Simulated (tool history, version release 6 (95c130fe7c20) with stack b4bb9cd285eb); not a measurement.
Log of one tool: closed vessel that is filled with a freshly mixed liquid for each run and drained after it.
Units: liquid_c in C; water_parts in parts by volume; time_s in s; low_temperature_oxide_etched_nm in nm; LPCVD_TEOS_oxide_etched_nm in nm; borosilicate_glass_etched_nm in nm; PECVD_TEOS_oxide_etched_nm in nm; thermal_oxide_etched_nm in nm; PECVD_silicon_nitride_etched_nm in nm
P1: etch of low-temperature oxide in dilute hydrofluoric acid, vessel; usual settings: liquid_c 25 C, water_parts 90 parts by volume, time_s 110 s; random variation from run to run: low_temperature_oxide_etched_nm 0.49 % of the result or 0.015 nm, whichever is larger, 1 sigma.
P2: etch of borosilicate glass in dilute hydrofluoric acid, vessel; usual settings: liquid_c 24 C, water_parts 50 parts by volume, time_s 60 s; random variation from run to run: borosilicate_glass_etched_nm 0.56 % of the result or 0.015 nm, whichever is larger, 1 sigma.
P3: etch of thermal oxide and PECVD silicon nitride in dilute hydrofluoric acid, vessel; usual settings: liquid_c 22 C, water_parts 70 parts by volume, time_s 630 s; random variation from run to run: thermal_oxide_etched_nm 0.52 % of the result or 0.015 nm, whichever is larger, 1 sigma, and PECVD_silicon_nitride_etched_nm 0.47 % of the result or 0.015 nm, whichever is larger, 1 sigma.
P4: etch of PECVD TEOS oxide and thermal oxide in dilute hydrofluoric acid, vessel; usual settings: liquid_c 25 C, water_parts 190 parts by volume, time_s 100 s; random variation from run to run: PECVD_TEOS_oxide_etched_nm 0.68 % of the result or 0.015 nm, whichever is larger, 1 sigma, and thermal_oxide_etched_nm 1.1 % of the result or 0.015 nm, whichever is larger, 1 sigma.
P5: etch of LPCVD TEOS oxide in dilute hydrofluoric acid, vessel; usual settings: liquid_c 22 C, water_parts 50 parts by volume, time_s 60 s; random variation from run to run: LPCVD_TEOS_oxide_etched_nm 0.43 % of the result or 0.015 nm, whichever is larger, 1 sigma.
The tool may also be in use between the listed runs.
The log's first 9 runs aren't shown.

run	hour	process	liquid_c	water_parts	time_s	hours since the thermometer was replaced	hours since the hydrofluoric acid flow meter was replaced	low_temperature_oxide_etched_nm	LPCVD_TEOS_oxide_etched_nm	borosilicate_glass_etched_nm	PECVD_TEOS_oxide_etched_nm	thermal_oxide_etched_nm	PECVD_silicon_nitride_etched_nm
10	66.2	P1	25	90	110	800.8	1406.1	19.296					
11	75.8	P1	25	90	110	810.4	1415.7	19.395					
12	85.2	P4	25	285	100	819.8	1425.1				2.5481	1.4223	
13	95.2	P4	17	190	100	829.8	1435.1				3.0589	1.7451	
14	100.7	P1	25	90	30	835.3	1440.6	5.2688					
15	108	P1	29	120	110	842.6	1447.9	16.28					
16	114.5	P4	25	190	100	849.1	1454.4				4.1382	2.3716	
17	120.8	P5	22	50	120	855.4	1460.7		73.65				
18	125.7	P5	22	50	60	860.3	1465.6		36.483				
19	130	P3	22	70	630	864.6	1469.9					40.795	31.283
20	139.4	P1	25	90	195	874	1479.3	34.371					
# hour 141.5: hydrofluoric acid flow meter replaced
21	147.2	P2	24	50	115	881.8	5.8			40.453			
22	153.3	P3	22	105	630	887.9	11.9					26.121	20.853
23	160.1	P4	25	190	30	894.7	18.7				1.2405	0.68495	

The next listed run, before its measurement:
24	169.7	P1	25	25	110	904.3	28.3	?					

{"run 24": {"low_temperature_oxide_etched_nm": 76.191}}
